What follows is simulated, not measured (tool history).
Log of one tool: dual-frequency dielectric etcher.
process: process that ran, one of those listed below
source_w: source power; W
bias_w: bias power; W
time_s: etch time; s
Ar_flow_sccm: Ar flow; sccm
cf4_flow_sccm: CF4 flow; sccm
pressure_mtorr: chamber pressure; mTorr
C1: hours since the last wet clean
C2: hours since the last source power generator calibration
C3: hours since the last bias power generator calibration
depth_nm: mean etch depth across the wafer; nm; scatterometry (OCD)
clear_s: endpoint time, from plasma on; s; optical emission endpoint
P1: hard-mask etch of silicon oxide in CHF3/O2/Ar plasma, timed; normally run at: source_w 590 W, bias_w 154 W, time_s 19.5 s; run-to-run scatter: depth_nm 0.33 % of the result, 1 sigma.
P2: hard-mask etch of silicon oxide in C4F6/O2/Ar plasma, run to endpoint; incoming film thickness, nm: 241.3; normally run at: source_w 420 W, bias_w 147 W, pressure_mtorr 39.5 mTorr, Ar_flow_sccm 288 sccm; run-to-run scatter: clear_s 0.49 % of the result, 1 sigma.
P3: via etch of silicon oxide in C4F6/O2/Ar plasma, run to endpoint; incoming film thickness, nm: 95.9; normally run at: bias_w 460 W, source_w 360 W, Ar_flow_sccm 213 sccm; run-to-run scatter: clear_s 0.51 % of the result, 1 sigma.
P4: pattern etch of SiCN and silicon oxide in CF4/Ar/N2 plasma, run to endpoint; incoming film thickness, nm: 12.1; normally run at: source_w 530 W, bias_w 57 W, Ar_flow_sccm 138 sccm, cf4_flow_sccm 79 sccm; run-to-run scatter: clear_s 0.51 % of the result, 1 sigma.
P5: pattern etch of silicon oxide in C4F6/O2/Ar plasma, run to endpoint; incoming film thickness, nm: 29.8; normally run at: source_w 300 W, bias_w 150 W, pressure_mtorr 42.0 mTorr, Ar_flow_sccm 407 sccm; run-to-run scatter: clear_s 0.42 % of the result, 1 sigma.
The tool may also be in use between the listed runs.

{"run": 1, "hour": 16.3, "process": "P1", "source_w": 590, "bias_w": 154, "time_s": 19.5, "C1": 297.4, "C2": 2073.1, "C3": 408.7, "depth_nm": 35.788}
{"run": 2, "hour": 25.1, "process": "P4", "source_w": 530, "bias_w": 57, "Ar_flow_sccm": 184, "cf4_flow_sccm": 79, "C1": 306.2, "C2": 2081.9, "C3": 417.5, "clear_s": 14.262}
{"run": 3, "hour": 33.7, "process": "P1", "source_w": 730, "bias_w": 154, "time_s": 19.5, "C1": 314.8, "C2": 2090.5, "C3": 426.1, "depth_nm": 38.733}
{"run": 4, "hour": 46.3, "process": "P1", "source_w": 590, "bias_w": 154, "time_s": 19.5, "C1": 327.4, "C2": 2103.1, "C3": 438.7, "depth_nm": 35.644}
{"run": 5, "hour": 60.5, "process": "P1", "source_w": 590, "bias_w": 154, "time_s": 19.5, "C1": 341.6, "C2": 2117.3, "C3": 452.9, "depth_nm": 35.644}
{"run": 6, "hour": 68.2, "process": "P1", "source_w": 590, "bias_w": 154, "time_s": 19.5, "C1": 349.3, "C2": 2125.0, "C3": 460.6, "depth_nm": 35.71}
{"run": 7, "hour": 82.5, "process": "P1", "source_w": 590, "bias_w": 214, "time_s": 19.5, "C1": 363.6, "C2": 2139.3, "C3": 474.9, "depth_nm": 39.875}
{"run": 8, "hour": 94.5, "process": "P1", "source_w": 590, "bias_w": 104, "time_s": 19.5, "C1": 375.6, "C2": 2151.3, "C3": 486.9, "depth_nm": 31.618}
{"run": 9, "hour": 103.9, "process": "P3", "source_w": 480, "bias_w": 460, "Ar_flow_sccm": 213, "C1": 385.0, "C2": 2160.7, "C3": 496.3, "clear_s": 19.758}
{"run": 10, "hour": 113.8, "process": "P1", "source_w": 740, "bias_w": 185, "time_s": 19.5, "C1": 394.9, "C2": 2170.6, "C3": 506.2, "depth_nm": 41.246}
{"run": 11, "hour": 120.8, "process": "P2", "source_w": 420, "bias_w": 147, "Ar_flow_sccm": 375, "pressure_mtorr": 39.5, "C1": 401.9, "C2": 2177.6, "C3": 513.2, "clear_s": 84.058}
{"run": 12, "hour": 130.7, "process": "P5", "source_w": 300, "bias_w": 150, "Ar_flow_sccm": 249, "pressure_mtorr": 42.0, "C1": 411.8, "C2": 2187.5, "C3": 523.1, "clear_s": 11.233}
{"run": 13, "hour": 137.9, "process": "P4", "source_w": 380, "bias_w": 57, "Ar_flow_sccm": 138, "cf4_flow_sccm": 79, "C1": 419.0, "C2": 2194.7, "C3": 530.3, "clear_s": 18.287}
{"run": 14, "hour": 153.1, "process": "P4", "source_w": 530, "bias_w": 57, "Ar_flow_sccm": 138, "cf4_flow_sccm": 50, "C1": 434.2, "C2": 2209.9, "C3": 545.5, "clear_s": 14.848}
{"run": 15, "hour": 165.9, "process": "P2", "source_w": 420, "bias_w": 203, "Ar_flow_sccm": 288, "pressure_mtorr": 39.5, "C1": 447.0, "C2": 2222.7, "C3": 558.3, "clear_s": 75.375}
{"run": 16, "hour": 178.5, "process": "P4", "source_w": 530, "bias_w": 45, "Ar_flow_sccm": 138, "cf4_flow_sccm": 79, "C1": 459.6, "C2": 2235.3, "C3": 570.9, "clear_s": 14.765}
{"run": 17, "hour": 193.2, "process": "P2", "source_w": 560, "bias_w": 147, "Ar_flow_sccm": 288, "pressure_mtorr": 39.5, "C1": 474.3, "C2": 2250.0, "C3": 585.6, "clear_s": 73.895}
{"run": 18, "hour": 203.3, "process": "P1", "source_w": 590, "bias_w": 154, "time_s": 19.5, "C1": 484.4, "C2": 2260.1, "C3": 595.7, "depth_nm": 35.616}
{"run": 19, "hour": 212.4, "process": "P3", "source_w": 360, "bias_w": 460, "Ar_flow_sccm": 213, "C1": 493.5, "C2": 2269.2, "C3": 604.8, "clear_s": 21.765}
{"run": 20, "hour": 223.4, "process": "P5", "source_w": 300, "bias_w": 150, "Ar_flow_sccm": 407, "pressure_mtorr": 54.5, "C1": 504.5, "C2": 2280.2, "C3": 615.8, "clear_s": 12.191}
{"run": 21, "hour": 239.4, "process": "P2", "source_w": 420, "bias_w": 147, "Ar_flow_sccm": 288, "pressure_mtorr": 55.0, "C1": 520.5, "C2": 2296.2, "C3": 631.8, "clear_s": 86.004}
{"run": 22, "hour": 249.6, "process": "P2", "source_w": 420, "bias_w": 147, "Ar_flow_sccm": 288, "pressure_mtorr": 39.5, "C1": 530.7, "C2": 2306.4, "C3": 642.0, "clear_s": 83.178}
{"run": 23, "hour": 261.3, "process": "P3", "source_w": 360, "bias_w": 460, "Ar_flow_sccm": 279, "C1": 542.4, "C2": 2318.1, "C3": 653.7, "clear_s": 22.49}
{"run": 24, "hour": 270.6, "process": "P1", "source_w": 590, "bias_w": 154, "time_s": 14.5, "C1": 551.7, "C2": 2327.4, "C3": 663.0, "depth_nm": 26.714}
{"hour": 277.0, "done": "wet clean of the chamber"}
{"run": 25, "hour": 284.6, "process": "P4", "source_w": 530, "bias_w": 57, "Ar_flow_sccm": 138, "cf4_flow_sccm": 79, "C1": 7.7, "C2": 2341.4, "C3": 677.0, "clear_s": 13.792}
{"run": 26, "hour": 298.7, "process": "P5", "source_w": 300, "bias_w": 150, "Ar_flow_sccm": 407, "pressure_mtorr": 42.0, "C1": 21.8, "C2": 2355.5, "C3": 691.1, "clear_s": 11.811}
{"run": 27, "hour": 309.8, "process": "P1", "source_w": 370, "bias_w": 154, "time_s": 19.5, "C1": 32.9, "C2": 2366.6, "C3": 702.2, "depth_nm": 29.77}
{"run": 28, "hour": 320.1, "process": "P3", "source_w": 360, "bias_w": 268, "Ar_flow_sccm": 213, "C1": 43.2, "C2": 2376.9, "C3": 712.5, "clear_s": 26.347}
{"run": 29, "hour": 328.0, "process": "P5", "source_w": 300, "bias_w": 150, "Ar_flow_sccm": 407, "pressure_mtorr": 42.0, "C1": 51.1, "C2": 2384.8, "C3": 720.4, "clear_s": 11.768}
{"run": 30, "hour": 335.8, "process": "P2", "source_w": 420, "bias_w": 147, "Ar_flow_sccm": 288, "pressure_mtorr": 39.5, "C1": 58.9, "C2": 2392.6, "C3": 728.2, "clear_s": 82.67}
{"run": 31, "hour": 349.6, "process": "P5", "source_w": 400, "bias_w": 150, "Ar_flow_sccm": 407, "pressure_mtorr": 42.0, "C1": 72.7, "C2": 2406.4, "C3": 742.0, "clear_s": 10.585}
{"run": 32, "hour": 361.7, "process": "P1", "source_w": 590, "bias_w": 154, "time_s": 24.0, "C1": 84.8, "C2": 2418.5, "C3": 754.1, "depth_nm": 43.899}
{"run": 33, "hour": 369.5, "process": "P5", "source_w": 300, "bias_w": 97, "Ar_flow_sccm": 407, "pressure_mtorr": 42.0, "C1": 92.6, "C2": 2426.3, "C3": 761.9, "clear_s": 13.354}
{"run": 34, "hour": 384.8, "process": "P1", "source_w": 360, "bias_w": 154, "time_s": 23.5, "C1": 107.9, "C2": 2441.6, "C3": 777.2, "depth_nm": 35.565}
{"run": 35, "hour": 400.7, "process": "P1", "source_w": 590, "bias_w": 154, "time_s": 19.5, "C1": 123.8, "C2": 2457.5, "C3": 793.1, "depth_nm": 35.886}
{"run": 36, "hour": 416.8, "process": "P1", "source_w": 590, "bias_w": 154, "time_s": 19.5, "C1": 139.9, "C2": 2473.6, "C3": 809.2, "depth_nm": 35.179}
{"run": 37, "hour": 430.5, "process": "P1", "source_w": 590, "bias_w": 154, "time_s": 19.5, "C1": 153.6, "C2": 2487.3, "C3": 822.9, "depth_nm": 35.33}
{"hour": 440.2, "done": "wet clean of the chamber"}
{"run": 38, "hour": 443.0, "process": "P1", "source_w": 590, "bias_w": 154, "time_s": 19.5, "C1": 2.8, "C2": 2499.8, "C3": 835.4, "depth_nm": 35.054}
{"run": 39, "hour": 450.8, "process": "P1", "source_w": 590, "bias_w": 154, "time_s": 19.5, "C1": 10.6, "C2": 2507.6, "C3": 843.2, "depth_nm": 34.979}
{"run": 40, "hour": 458.9, "process": "P1", "source_w": 590, "bias_w": 154, "time_s": 19.5, "C1": 18.7, "C2": 2515.7, "C3": 851.3, "depth_nm": 34.99}
{"run": 41, "hour": 473.5, "process": "P1", "source_w": 590, "bias_w": 154, "time_s": 19.5, "C1": 33.3, "C2": 2530.3, "C3": 865.9, "depth_nm": 35.156}
{"run": 42, "hour": 488.1, "process": "P1", "source_w": 590, "bias_w": 154, "time_s": 19.5, "C1": 47.9, "C2": 2544.9, "C3": 880.5, "depth_nm": 35.384}

What P1 gives has crept away from where it was. These 2 causes fit the log equally well, each at the size given:
A: bias power that arrives under what is set, % = 4.91
B: source power that arrives under what is set, % = 4.14
The creep began at about hour 400.7.
Why every other cause is out:
chamber walls in a state that lowers the etch rate, %: serviced at hour 440.2, which brought nothing back

4 check runs are offered, each on 3 wafers whose results are averaged, their results left as question marks. Which one tells the causes apart?
{"run": "check 1", "hour": 502.7, "process": "P4", "source_w": 530, "bias_w": 57, "Ar_flow_sccm": 138, "cf4_flow_sccm": 79, "clear_s": "?"}
{"run": "check 2", "hour": 502.7, "process": "P2", "source_w": 420, "bias_w": 147, "Ar_flow_sccm": 288, "pressure_mtorr": 39.5, "clear_s": "?"}
{"run": "check 3", "hour": 502.7, "process": "P3", "source_w": 360, "bias_w": 460, "Ar_flow_sccm": 213, "clear_s": "?"}
{"run": "check 4", "hour": 502.7, "process": "P5", "source_w": 300, "bias_w": 150, "Ar_flow_sccm": 407, "pressure_mtorr": 42.0, "clear_s": "?"}

What each check would give under each cause:
check=check_1 result=clear_s if_A=13.931 if_B=14.228
check=check_2 result=clear_s if_A=83.825 if_B=83.964
check=check_3 result=clear_s if_A=22.281 if_B=22.214
check=check_4 result=clear_s if_A=11.988 if_B=12.001
How far apart the two closest causes lie, in the result that separates them most: check 1 2.11 %; check 2 0.17 %; check 3 0.3 %; check 4 0.1 %
Only check 1 tells the causes apart: in the others they would give nearly the same result.

Then check 1 was run and gave: clear_s 13.946 s. Which cause is it?

It is A: bias power that arrives under what is set, %.
